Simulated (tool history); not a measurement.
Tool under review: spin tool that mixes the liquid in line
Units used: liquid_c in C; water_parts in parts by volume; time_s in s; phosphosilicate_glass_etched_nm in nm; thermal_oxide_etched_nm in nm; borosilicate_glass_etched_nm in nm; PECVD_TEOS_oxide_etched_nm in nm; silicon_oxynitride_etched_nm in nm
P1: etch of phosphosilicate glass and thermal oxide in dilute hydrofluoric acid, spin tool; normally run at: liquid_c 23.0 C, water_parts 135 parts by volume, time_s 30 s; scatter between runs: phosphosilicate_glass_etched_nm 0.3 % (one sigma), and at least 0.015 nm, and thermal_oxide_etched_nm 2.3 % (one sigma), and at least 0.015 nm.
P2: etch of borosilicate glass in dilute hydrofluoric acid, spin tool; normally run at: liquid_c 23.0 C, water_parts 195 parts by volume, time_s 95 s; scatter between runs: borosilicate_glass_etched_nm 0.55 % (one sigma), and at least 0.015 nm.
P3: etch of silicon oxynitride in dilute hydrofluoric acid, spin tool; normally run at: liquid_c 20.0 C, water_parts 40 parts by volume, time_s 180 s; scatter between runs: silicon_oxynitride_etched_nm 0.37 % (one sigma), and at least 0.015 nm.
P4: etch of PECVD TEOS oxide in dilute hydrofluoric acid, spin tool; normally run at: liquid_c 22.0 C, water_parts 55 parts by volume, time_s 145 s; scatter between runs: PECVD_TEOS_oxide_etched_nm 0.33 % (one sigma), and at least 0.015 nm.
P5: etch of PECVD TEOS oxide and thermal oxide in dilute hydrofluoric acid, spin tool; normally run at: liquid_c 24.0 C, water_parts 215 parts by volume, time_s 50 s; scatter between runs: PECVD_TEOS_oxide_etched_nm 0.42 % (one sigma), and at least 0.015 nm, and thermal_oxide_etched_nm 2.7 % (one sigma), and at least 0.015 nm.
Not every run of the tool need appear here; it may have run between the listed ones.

run,day,process,liquid_c,water_parts,time_s,phosphosilicate_glass_etched_nm,thermal_oxide_etched_nm,borosilicate_glass_etched_nm,PECVD_TEOS_oxide_etched_nm,silicon_oxynitride_etched_nm
1,0.508,P1,23.0,135,30,31.625,1.01140,,,
2,1.208,P2,17.0,195,95,,,6.9227,,
3,1.758,P1,28.5,135,30,39.039,1.29830,,,
4,2.292,P2,23.0,310,95,,,4.8868,,
5,2.838,P4,22.0,100,145,,,,11.6080,
6,3.367,P2,23.0,195,95,,,8.6988,,
7,3.983,P4,22.0,55,145,,,,22.1980,
8,4.467,P1,17.0,135,30,24.901,0.83015,,,
9,4.946,P5,19.5,215,50,,0.88277,,4.1442,
10,5.533,P5,24.0,215,50,,1.03280,,4.9585,
11,6.200,P1,23.0,235,55,30.025,0.98056,,,
12,6.646,P5,24.0,370,50,,0.54685,,2.4957,
13,7.304,P1,30.5,135,15,20.948,0.72044,,,
14,7.888,P3,17.0,40,180,,,,,15.7810
15,8.362,P1,23.0,25,30,195.870,6.64160,,,
16,8.808,P4,17.0,55,145,,,,17.9230,
17,9.250,P1,23.0,135,30,31.677,1.08030,,,
18,9.688,P4,22.0,55,35,,,,5.3348,
19,10.283,P1,23.0,135,55,58.184,1.97860,,,
20,10.892,P2,23.0,195,95,,,8.7078,,
21,11.421,P3,20.0,40,180,,,,,18.3890
22,11.767,P1,23.0,135,15,15.914,0.52079,,,
23,12.392,P3,20.0,40,35,,,,,3.5716
24,12.821,P3,20.0,25,180,,,,,29.6990
25,13.312,P4,22.0,55,145,,,,22.2300,
26,13.650,P1,23.0,135,30,31.534,1.09930,,,
27,14.296,P1,23.0,135,30,31.560,1.06690,,,
28,14.933,P5,24.0,215,95,,1.90100,,9.3655,
29,15.450,P3,20.0,40,180,,,,,18.3670
30,15.929,P1,23.0,135,30,31.808,1.03320,,,
31,16.488,P2,23.0,195,180,,,16.5540,,
32,16.821,P1,23.0,245,30,15.474,0.50895,,,
33,17.529,P1,23.0,135,30,31.645,1.09050,,,
34,18.217,P1,23.0,135,30,30.303,0.96682,,,
35,18.779,P1,23.0,135,30,29.452,0.98952,,,

Predict the results of run 36:
36,19.417,P1,23.0,135,30,?,?,,,

Run 36 gave phosphosilicate_glass_etched_nm 29.179 nm, thermal_oxide_etched_nm 0.98841 nm.
